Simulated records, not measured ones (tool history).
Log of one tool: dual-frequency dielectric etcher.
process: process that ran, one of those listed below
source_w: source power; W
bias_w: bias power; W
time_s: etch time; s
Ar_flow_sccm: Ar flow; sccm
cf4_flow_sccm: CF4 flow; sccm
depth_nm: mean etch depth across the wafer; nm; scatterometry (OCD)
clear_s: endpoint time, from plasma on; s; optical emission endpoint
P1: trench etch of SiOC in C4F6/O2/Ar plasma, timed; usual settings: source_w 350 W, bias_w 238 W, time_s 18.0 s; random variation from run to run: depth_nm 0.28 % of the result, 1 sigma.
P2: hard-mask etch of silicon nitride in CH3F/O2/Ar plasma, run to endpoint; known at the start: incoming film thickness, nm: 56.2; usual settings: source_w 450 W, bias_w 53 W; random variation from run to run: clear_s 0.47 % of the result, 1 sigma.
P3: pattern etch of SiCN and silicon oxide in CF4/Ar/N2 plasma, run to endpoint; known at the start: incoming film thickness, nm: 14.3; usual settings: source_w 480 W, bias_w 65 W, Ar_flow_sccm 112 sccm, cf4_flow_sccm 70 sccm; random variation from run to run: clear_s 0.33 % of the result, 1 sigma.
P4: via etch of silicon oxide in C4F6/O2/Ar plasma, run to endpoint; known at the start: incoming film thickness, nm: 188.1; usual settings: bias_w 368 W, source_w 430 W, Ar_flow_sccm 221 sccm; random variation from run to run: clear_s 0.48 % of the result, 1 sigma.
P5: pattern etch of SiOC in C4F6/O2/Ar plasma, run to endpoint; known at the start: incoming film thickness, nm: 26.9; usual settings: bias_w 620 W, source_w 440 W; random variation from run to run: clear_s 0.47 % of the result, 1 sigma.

| run | hour | process | source_w | bias_w | time_s | Ar_flow_sccm | cf4_flow_sccm | hours since the last wet clean | hours since the last source power generator calibration | hours since the last bias power generator calibration | depth_nm | clear_s |
|---|---|---|---|---|---|---|---|---|---|---|---|---|
| 1 | 4.6 | P1 | 350 | 238 | 18.0 |  |  | 142.4 | 3002.0 | 1578.5 | 38.119 |  |
| 2 | 7.2 | P1 | 350 | 238 | 10.5 |  |  | 145.0 | 3004.6 | 1581.1 | 22.156 |  |
| 3 | 10.1 | P3 | 320 | 65 |  | 112 | 70 | 147.9 | 3007.5 | 1584.0 |  | 23.3220 |
| 4 | 12.5 | P4 | 430 | 368 |  | 221 |  | 150.3 | 3009.9 | 1586.4 |  | 45.6190 |
| 5 | 14.9 | P1 | 470 | 238 | 18.0 |  |  | 152.7 | 3012.3 | 1588.8 | 42.721 |  |
| 6 | 17.3 | P4 | 430 | 368 |  | 221 |  | 155.1 | 3014.7 | 1591.2 |  | 45.8400 |
| 7 | 19.9 | P3 | 480 | 65 |  | 112 | 83 | 157.7 | 3017.3 | 1593.8 |  | 15.7910 |
| 8 | 22.2 | P3 | 480 | 65 |  | 152 | 70 | 160.0 | 3019.6 | 1596.1 |  | 17.1140 |
| 9 | 27.5 | P2 | 450 | 53 |  |  |  | 165.3 | 3024.9 | 1601.4 |  | 89.4500 |
| 10 | 31.0 | P5 | 280 | 620 |  |  |  | 168.8 | 3028.4 | 1604.9 |  | 9.1448 |
| 11 | 35.4 | P2 | 450 | 53 |  |  |  | 173.2 | 3032.8 | 1609.3 |  | 89.1280 |
| 12 | 39.1 | P1 | 350 | 238 | 18.0 |  |  | 176.9 | 3036.5 | 1613.0 | 38.092 |  |
| 13 | 42.7 | P3 | 480 | 65 |  | 112 | 70 | 180.5 | 3040.1 | 1616.6 |  | 16.3090 |
| 14 | 46.4 | P2 | 450 | 44 |  |  |  | 184.2 | 3043.8 | 1620.3 |  | 93.7690 |
| 15 | 50.7 | P1 | 220 | 238 | 18.0 |  |  | 188.5 | 3048.1 | 1624.6 | 31.935 |  |
| 16 | 54.6 | P1 | 350 | 293 | 10.0 |  |  | 192.4 | 3052.0 | 1628.5 | 22.604 |  |
| 17 | 57.3 | P5 | 440 | 866 |  |  |  | 195.1 | 3054.7 | 1631.2 |  | 6.8160 |
| 18 | 61.2 | P1 | 470 | 238 | 26.0 |  |  | 199.0 | 3058.6 | 1635.1 | 61.509 |  |
| 19 | 66.1 | P3 | 480 | 65 |  | 112 | 70 | 203.9 | 3063.5 | 1640.0 |  | 16.2490 |
| 20 | 70.9 | P1 | 350 | 184 | 18.0 |  |  | 208.7 | 3068.3 | 1644.8 | 34.973 |  |
| 21 | 74.2 | P2 | 290 | 53 |  |  |  | 212.0 | 3071.6 | 1648.1 |  | 105.4900 |
| 22 | 78.2 | P5 | 440 | 620 |  |  |  | 216.0 | 3075.6 | 1652.1 |  | 7.8583 |
| 23 | 80.6 | P4 | 430 | 368 |  | 275 |  | 218.4 | 3078.0 | 1654.5 |  | 46.6950 |
| 24 | 83.6 | P3 | 480 | 86 |  | 112 | 70 | 221.4 | 3081.0 | 1657.5 |  | 14.7110 |
| 25 | 88.3 | P1 | 350 | 331 | 18.0 |  |  | 226.1 | 3085.7 | 1662.2 | 42.690 |  |
| 26 | 93.4 | P1 | 350 | 238 | 18.0 |  |  | 231.2 | 3090.8 | 1667.3 | 37.947 |  |
| 27 | 96.8 | P5 | 440 | 620 |  |  |  | 234.6 | 3094.2 | 1670.7 |  | 7.7857 |
| 28 | 100.6 | P1 | 350 | 238 | 18.0 |  |  | 238.4 | 3098.0 | 1674.5 | 37.924 |  |
| 29 | 104.6 | P1 | 350 | 238 | 18.0 |  |  | 242.4 | 3102.0 | 1678.5 | 37.917 |  |
| 30 | 106.9 | P4 | 430 | 233 |  | 221 |  | 244.7 | 3104.3 | 1680.8 |  | 53.1900 |
| 31 | 111.9 | P4 | 330 | 368 |  | 221 |  | 249.7 | 3109.3 | 1685.8 |  | 50.4690 |
| 32 | 115.5 | P1 | 350 | 238 | 24.0 |  |  | 253.3 | 3112.9 | 1689.4 | 50.824 |  |
| 33 | 119.3 | P1 | 350 | 238 | 18.0 |  |  | 257.1 | 3116.7 | 1693.2 | 38.128 |  |
| 34 | 122.8 | P1 | 350 | 238 | 18.0 |  |  | 260.6 | 3120.2 | 1696.7 | 37.801 |  |
| 35 | 125.6 | P1 | 350 | 238 | 18.0 |  |  | 263.4 | 3123.0 | 1699.5 | 37.398 |  |
| 36 | 129.2 | P1 | 350 | 238 | 18.0 |  |  | 267.0 | 3126.6 | 1703.1 | 37.481 |  |
| 37 | 134.0 | P1 | 350 | 238 | 18.0 |  |  | 271.8 | 3131.4 | 1707.9 | 37.634 |  |
| 38 | 137.6 | P1 | 350 | 238 | 18.0 |  |  | 275.4 | 3135.0 | 1711.5 | 37.581 |  |
|  | 138.4 | wet clean of the chamber |
| 39 | 142.9 | P1 | 350 | 238 | 18.0 |  |  | 4.5 | 3140.3 | 1716.8 | 37.531 |  |
| 40 | 147.5 | P1 | 350 | 238 | 18.0 |  |  | 9.1 | 3144.9 | 1721.4 | 37.439 |  |

What P1 gives has crept away from where it was. These 2 causes fit the log equally well, each at the size given:
A: bias power that arrives under what is set, % = 4.48
B: source power that arrives under what is set, % = 3.96
The creep began at about hour 119.3.
Why every other cause is out:
chamber walls in a state that lowers the etch rate, %: serviced at hour 138.4, which brought nothing back

4 check runs are offered, each on 2 wafers whose results are averaged, their results left as question marks. Which one tells the causes apart?
| check 1 | 152.1 | P3 | 480 | 65 |  | 112 | 70 |  |  |  |  | ? |
| check 2 | 152.1 | P2 | 450 | 53 |  |  |  |  |  |  |  | ? |
| check 3 | 152.1 | P4 | 430 | 368 |  | 221 |  |  |  |  |  | ? |
| check 4 | 152.1 | P5 | 440 | 620 |  |  |  |  |  |  |  | ? |

What each check would give under each cause:
| check | result | if A | if B |
|---|---|---|---|
| check 1 | clear_s | 16.5110 | 16.8530 |
| check 2 | clear_s | 90.1060 | 90.2310 |
| check 3 | clear_s | 46.5470 | 46.4960 |
| check 4 | clear_s | 7.9651 | 7.9436 |
How far apart the two closest causes lie, in the result that separates them most: check 1 2.04 %; check 2 0.14 %; check 3 0.11 %; check 4 0.27 %
Only check 1 tells the causes apart: in the others they would give nearly the same result.

Then check 1 was run and gave: clear_s 16.8070 s. Which cause is it?

It is B: source power that arrives under what is set, %.
